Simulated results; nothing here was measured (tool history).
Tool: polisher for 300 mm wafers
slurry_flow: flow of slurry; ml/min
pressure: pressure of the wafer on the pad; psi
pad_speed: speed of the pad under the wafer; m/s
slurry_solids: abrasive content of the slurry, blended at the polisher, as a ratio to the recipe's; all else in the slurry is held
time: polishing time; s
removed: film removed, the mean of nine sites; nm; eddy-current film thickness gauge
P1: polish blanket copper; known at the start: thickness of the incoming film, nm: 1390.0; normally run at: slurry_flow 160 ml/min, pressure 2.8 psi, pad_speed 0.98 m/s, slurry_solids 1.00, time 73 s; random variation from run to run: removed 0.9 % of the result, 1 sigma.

run	hour	slurry_flow	pressure	pad_speed	slurry_solids	time	wafers polished on this pad	hours since the slurry nozzle was cleaned	hours since the head pressure was calibrated	hours since the slurry blender was calibrated	removed
1	5.9	160	2.8	0.98	1.00	73	410	308.8	279.3	83.1	177.570
2	11.4	160	2.8	1.24	1.45	73	453	314.3	284.8	88.6	243.190
# hour 16.1: worn pad replaced by a new one
3	19.6	160	2.8	0.98	0.70	73	28	322.5	293.0	96.8	164.860
4	27.3	160	2.8	0.98	1.00	73	88	330.2	300.7	104.5	176.910
5	35.2	205	4.1	0.98	1.00	73	151	338.1	308.6	112.4	268.360
6	40.1	160	2.8	0.44	1.30	73	189	343.0	313.5	117.3	83.815
7	45.5	160	2.8	0.98	1.00	73	232	348.4	318.9	122.7	177.680
8	49.5	160	2.8	0.98	1.40	73	263	352.4	322.9	126.7	187.840
9	56.8	160	2.8	0.98	1.00	34	321	359.7	330.2	134.0	82.334
10	65.7	160	2.8	0.98	1.00	73	391	368.6	339.1	142.9	178.670
11	73.7	250	2.8	0.98	1.00	73	454	376.6	347.1	150.9	186.410
12	82.0	160	2.1	0.98	1.00	73	519	384.9	355.4	159.2	132.730
13	89.2	100	2.8	0.98	1.00	73	576	392.1	362.6	166.4	160.820
14	94.5	160	2.8	0.46	1.00	73	618	397.4	367.9	171.7	82.117
15	98.4	160	4.2	0.98	1.00	73	649	401.3	371.8	175.6	267.240
16	104.9	160	2.8	0.98	1.00	73	700	407.8	378.3	182.1	178.580
# hour 112.9: head pressure recalibrated
17	113.4	160	2.8	0.98	1.00	73	767	416.3	0.5	190.6	178.040
18	120.3	160	2.8	1.46	1.00	73	821	423.2	7.4	197.5	261.510
19	127.1	160	2.8	0.98	1.00	108	875	430.0	14.2	204.3	262.640
20	134.9	160	2.8	0.98	1.00	73	936	437.8	22.0	212.1	179.210
21	139.9	160	2.8	0.98	1.00	73	976	442.8	27.0	217.1	172.890
22	148.8	160	2.8	0.98	1.00	73	1046	451.7	35.9	226.0	167.560
23	153.7	160	2.8	0.98	1.00	73	1084	456.6	40.8	230.9	169.310
# hour 158.2: worn pad replaced by a new one
24	159.9	160	2.8	0.98	1.00	73	14	462.8	47.0	237.1	163.430
25	164.7	160	2.8	0.98	1.00	73	51	467.6	51.8	241.9	162.630
26	170.3	160	2.8	0.98	1.00	73	96	473.2	57.4	247.5	162.220
# hour 174.2: slurry blender recalibrated
27	174.5	160	2.8	0.98	1.00	73	129	477.4	61.6	0.3	164.580
28	181.7	160	2.8	0.98	1.00	73	185	484.6	68.8	7.5	164.670
29	187.3	160	2.8	0.98	1.00	73	230	490.2	74.4	13.1	162.530

What P1 gives has crept away from where it was. These 2 causes fit the log equally well, each at the size given:
A: slurry flow missing at the pad, % = 34.8
B: head's pressure below its setpoint, % = 8.2
The creep began at about hour 134.9.
Why every other cause is out:
removal rate lost through wear of the pad, %: serviced at hour 158.2, which brought nothing back
abrasive missing from the slurry, %: serviced at hour 174.2, which brought nothing back

4 check runs are offered, each on 3 wafers whose results are averaged, their results left as question marks. Which one tells the causes apart?
check 1	192.9	105	2.8	0.66	1.00	73					?
check 2	192.9	160	2.8	0.98	1.30	42					?
check 3	192.9	160	2.8	0.52	1.20	73					?
check 4	192.9	160	3.5	1.42	1.00	73					?

What each check would give under each cause:
check	result	if A	if B
check 1	removed	97.082	100.920
check 2	removed	99.284	99.299
check 3	removed	89.967	89.981
check 4	removed	295.210	295.260
How far apart the two closest causes lie, in the result that separates them most: check 1 3.88 %; check 2 0.02 %; check 3 0.02 %; check 4 0.02 %
Only check 1 tells the causes apart: in the others they would give nearly the same result.

Then check 1 was run and gave: removed 100.780 nm. Which cause is it?

It is B: head's pressure below its setpoint, %.

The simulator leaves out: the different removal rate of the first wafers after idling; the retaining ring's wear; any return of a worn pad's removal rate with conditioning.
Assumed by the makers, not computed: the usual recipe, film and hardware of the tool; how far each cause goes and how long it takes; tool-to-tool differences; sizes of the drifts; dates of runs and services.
